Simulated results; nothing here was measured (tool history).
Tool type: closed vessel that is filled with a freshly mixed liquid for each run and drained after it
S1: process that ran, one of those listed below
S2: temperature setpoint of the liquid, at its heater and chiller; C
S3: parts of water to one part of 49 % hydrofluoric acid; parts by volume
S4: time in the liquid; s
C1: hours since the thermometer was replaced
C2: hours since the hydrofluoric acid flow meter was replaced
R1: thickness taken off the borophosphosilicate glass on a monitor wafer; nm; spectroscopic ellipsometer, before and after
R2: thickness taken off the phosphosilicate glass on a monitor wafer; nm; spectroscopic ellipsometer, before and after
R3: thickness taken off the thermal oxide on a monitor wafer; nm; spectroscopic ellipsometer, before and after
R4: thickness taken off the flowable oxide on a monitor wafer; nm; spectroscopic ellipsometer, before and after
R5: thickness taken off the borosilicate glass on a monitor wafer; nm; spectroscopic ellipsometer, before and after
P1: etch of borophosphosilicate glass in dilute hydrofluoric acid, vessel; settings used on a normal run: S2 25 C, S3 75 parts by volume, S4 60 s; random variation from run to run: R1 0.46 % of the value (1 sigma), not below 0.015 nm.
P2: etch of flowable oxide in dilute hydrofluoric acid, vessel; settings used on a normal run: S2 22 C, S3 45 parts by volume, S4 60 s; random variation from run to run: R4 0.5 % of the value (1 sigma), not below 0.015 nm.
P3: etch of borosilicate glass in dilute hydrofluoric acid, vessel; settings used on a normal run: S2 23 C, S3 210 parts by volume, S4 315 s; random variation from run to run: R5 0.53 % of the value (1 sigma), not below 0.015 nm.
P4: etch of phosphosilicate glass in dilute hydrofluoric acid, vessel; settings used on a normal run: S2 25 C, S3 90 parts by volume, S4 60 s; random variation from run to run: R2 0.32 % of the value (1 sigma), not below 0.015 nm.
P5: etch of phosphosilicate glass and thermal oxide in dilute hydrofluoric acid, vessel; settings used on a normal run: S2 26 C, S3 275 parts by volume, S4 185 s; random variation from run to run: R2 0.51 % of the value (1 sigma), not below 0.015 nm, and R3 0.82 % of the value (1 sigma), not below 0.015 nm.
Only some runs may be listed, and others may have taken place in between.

{"run": 1, "hour": 14.3, "S1": "P1", "S2": 25, "S3": 75, "S4": 60, "C1": 454.3, "C2": 936.3, "R1": 33.636}
{"run": 2, "hour": 24.7, "S1": "P1", "S2": 25, "S3": 75, "S4": 60, "C1": 464.7, "C2": 946.7, "R1": 33.685}
{"run": 3, "hour": 41.2, "S1": "P5", "S2": 26, "S3": 490, "S4": 185, "C1": 481.2, "C2": 963.2, "R2": 21.461, "R3": 1.286}
{"run": 4, "hour": 54.5, "S1": "P2", "S2": 17, "S3": 45, "S4": 60, "C1": 494.5, "C2": 976.5, "R4": 34.416}
{"run": 5, "hour": 69.8, "S1": "P5", "S2": 26, "S3": 275, "S4": 30, "C1": 509.8, "C2": 991.8, "R2": 7.6263, "R3": 0.47526}
{"run": 6, "hour": 82.3, "S1": "P5", "S2": 26, "S3": 275, "S4": 185, "C1": 522.3, "C2": 1004.3, "R2": 46.781, "R3": 2.8096}
{"run": 7, "hour": 89.5, "S1": "P3", "S2": 23, "S3": 210, "S4": 30, "C1": 529.5, "C2": 1011.5, "R5": 2.8741}
{"run": 8, "hour": 102.0, "S1": "P4", "S2": 25, "S3": 135, "S4": 60, "C1": 542, "C2": 1024, "R2": 39.089}
{"run": 9, "hour": 113.9, "S1": "P1", "S2": 25, "S3": 75, "S4": 60, "C1": 553.9, "C2": 1035.9, "R1": 33.632}
{"run": 10, "hour": 127.1, "S1": "P1", "S2": 25, "S3": 20, "S4": 85, "C1": 567.1, "C2": 1049.1, "R1": 191.55}
{"run": 11, "hour": 139.2, "S1": "P2", "S2": 22, "S3": 45, "S4": 60, "C1": 579.2, "C2": 1061.2, "R4": 42.63}
{"run": 12, "hour": 150.9, "S1": "P1", "S2": 25, "S3": 75, "S4": 60, "C1": 590.9, "C2": 1072.9, "R1": 33.704}
{"run": 13, "hour": 161.8, "S1": "P1", "S2": 33, "S3": 75, "S4": 60, "C1": 601.8, "C2": 1083.8, "R1": 45.679}
{"run": 14, "hour": 171.8, "S1": "P3", "S2": 23, "S3": 95, "S4": 315, "C1": 611.8, "C2": 1093.8, "R5": 75.332}
{"run": 15, "hour": 183.7, "S1": "P3", "S2": 18, "S3": 210, "S4": 315, "C1": 623.7, "C2": 1105.7, "R5": 25.197}
{"run": 16, "hour": 197.1, "S1": "P3", "S2": 23, "S3": 210, "S4": 315, "C1": 637.1, "C2": 1119.1, "R5": 30.551}
{"run": 17, "hour": 205.8, "S1": "P1", "S2": 25, "S3": 75, "S4": 30, "C1": 645.8, "C2": 1127.8, "R1": 16.695}
{"run": 18, "hour": 216.6, "S1": "P1", "S2": 19.5, "S3": 75, "S4": 105, "C1": 656.6, "C2": 1138.6, "R1": 46.757}
{"run": 19, "hour": 232.7, "S1": "P1", "S2": 25, "S3": 30, "S4": 100, "C1": 672.7, "C2": 1154.7, "R1": 149.21}
{"run": 20, "hour": 240.2, "S1": "P1", "S2": 25, "S3": 130, "S4": 60, "C1": 680.2, "C2": 1162.2, "R1": 17.999}
{"run": 21, "hour": 250.5, "S1": "P1", "S2": 25, "S3": 25, "S4": 60, "C1": 690.5, "C2": 1172.5, "R1": 108.37}
{"run": 22, "hour": 261.6, "S1": "P4", "S2": 25, "S3": 90, "S4": 100, "C1": 701.6, "C2": 1183.6, "R2": 104.33}
{"run": 23, "hour": 271.6, "S1": "P2", "S2": 22, "S3": 20, "S4": 60, "C1": 711.6, "C2": 1193.6, "R4": 97.515}
{"run": 24, "hour": 285.1, "S1": "P4", "S2": 18.5, "S3": 90, "S4": 60, "C1": 725.1, "C2": 1207.1, "R2": 47.798}
{"run": 25, "hour": 296.1, "S1": "P1", "S2": 25, "S3": 75, "S4": 105, "C1": 736.1, "C2": 1218.1, "R1": 58.962}
{"run": 26, "hour": 308.0, "S1": "P5", "S2": 20, "S3": 275, "S4": 185, "C1": 748, "C2": 1230, "R2": 38.293, "R3": 2.2495}
{"run": 27, "hour": 318.6, "S1": "P2", "S2": 22, "S3": 45, "S4": 60, "C1": 758.6, "C2": 1240.6, "R4": 42.43}
{"run": 28, "hour": 326.5, "S1": "P4", "S2": 25, "S3": 90, "S4": 60, "C1": 766.5, "C2": 1248.5, "R2": 62.403}
{"run": 29, "hour": 342.3, "S1": "P4", "S2": 25, "S3": 90, "S4": 60, "C1": 782.3, "C2": 1264.3, "R2": 62.07}
{"run": 30, "hour": 351.4, "S1": "P2", "S2": 22, "S3": 45, "S4": 120, "C1": 791.4, "C2": 1273.4, "R4": 85.013}
{"run": 31, "hour": 358.9, "S1": "P1", "S2": 25, "S3": 75, "S4": 60, "C1": 798.9, "C2": 1280.9, "R1": 33.718}
{"run": 32, "hour": 366.6, "S1": "P1", "S2": 19, "S3": 75, "S4": 60, "C1": 806.6, "C2": 1288.6, "R1": 26.162}
{"run": 33, "hour": 379.0, "S1": "P1", "S2": 25, "S3": 75, "S4": 60, "C1": 819, "C2": 1301, "R1": 33.506}
{"run": 34, "hour": 393.0, "S1": "P1", "S2": 25, "S3": 75, "S4": 60, "C1": 833, "C2": 1315, "R1": 31.869}
{"run": 35, "hour": 407.4, "S1": "P1", "S2": 25, "S3": 75, "S4": 60, "C1": 847.4, "C2": 1329.4, "R1": 31.263}
{"run": 36, "hour": 419.7, "S1": "P1", "S2": 25, "S3": 75, "S4": 60, "C1": 859.7, "C2": 1341.7, "R1": 31.013}
{"run": 37, "hour": 434.0, "S1": "P1", "S2": 25, "S3": 75, "S4": 60, "C1": 874, "C2": 1356, "R1": 30.685}
{"run": 38, "hour": 449.9, "S1": "P1", "S2": 25, "S3": 75, "S4": 60, "C1": 889.9, "C2": 1371.9, "R1": 30.475}
{"run": 39, "hour": 462.2, "S1": "P1", "S2": 25, "S3": 75, "S4": 60, "C1": 902.2, "C2": 1384.2, "R1": 30.442}

Something has made what P1 gives creep away from where it was; the 2 causes below, each at its own stated size, fit the log equally well:
A: hydrofluoric acid flow below the setpoint (%) = 8.49
B: liquid colder than its thermometer reads (K) = 2.42
Onset of the creep was near hour 379.

Consider the 4 check runs below, whose results appear as question marks and each of which averages 2 wafers. Which one distinguishes the causes, in that each cause would give it a clearly different result?
{"run": "check 1", "hour": 474.5, "S1": "P2", "S2": 22, "S3": 45, "S4": 90, "R4": "?"}
{"run": "check 2", "hour": 474.5, "S1": "P3", "S2": 23, "S3": 145, "S4": 65, "R5": "?"}
{"run": "check 3", "hour": 474.5, "S1": "P5", "S2": 26, "S3": 275, "S4": 30, "R2": "?", "R3": "?"}
{"run": "check 4", "hour": 474.5, "S1": "P4", "S2": 21, "S3": 90, "S4": 95, "R2": "?"}

If the cause were each of the candidates in turn, the checks would give the following:
check=check_1 result=R4 if_A=57.93 if_B=57.433
check=check_2 result=R5 if_A=8.7455 if_B=8.8226
check=check_3 result=R2 if_A=6.8033 if_B=7.0132
check=check_3 result=R3 if_A=0.40341 if_B=0.41585
check=check_4 result=R2 if_A=75.927 if_B=75.785
Gap, in per cent, between the two causes that each check separates least, read from the result that separates them most: check 1 0.86 %; check 2 0.88 %; check 3 3.04 %; check 4 0.19 %
Check 3 is the one run that separates the causes; every other check would come out nearly the same whichever cause is at work.

Here is what check 3 returned: R2 7.0499 nm; R3 0.4183 nm. Which cause is it?

The cause is B: liquid colder than its thermometer reads (K).
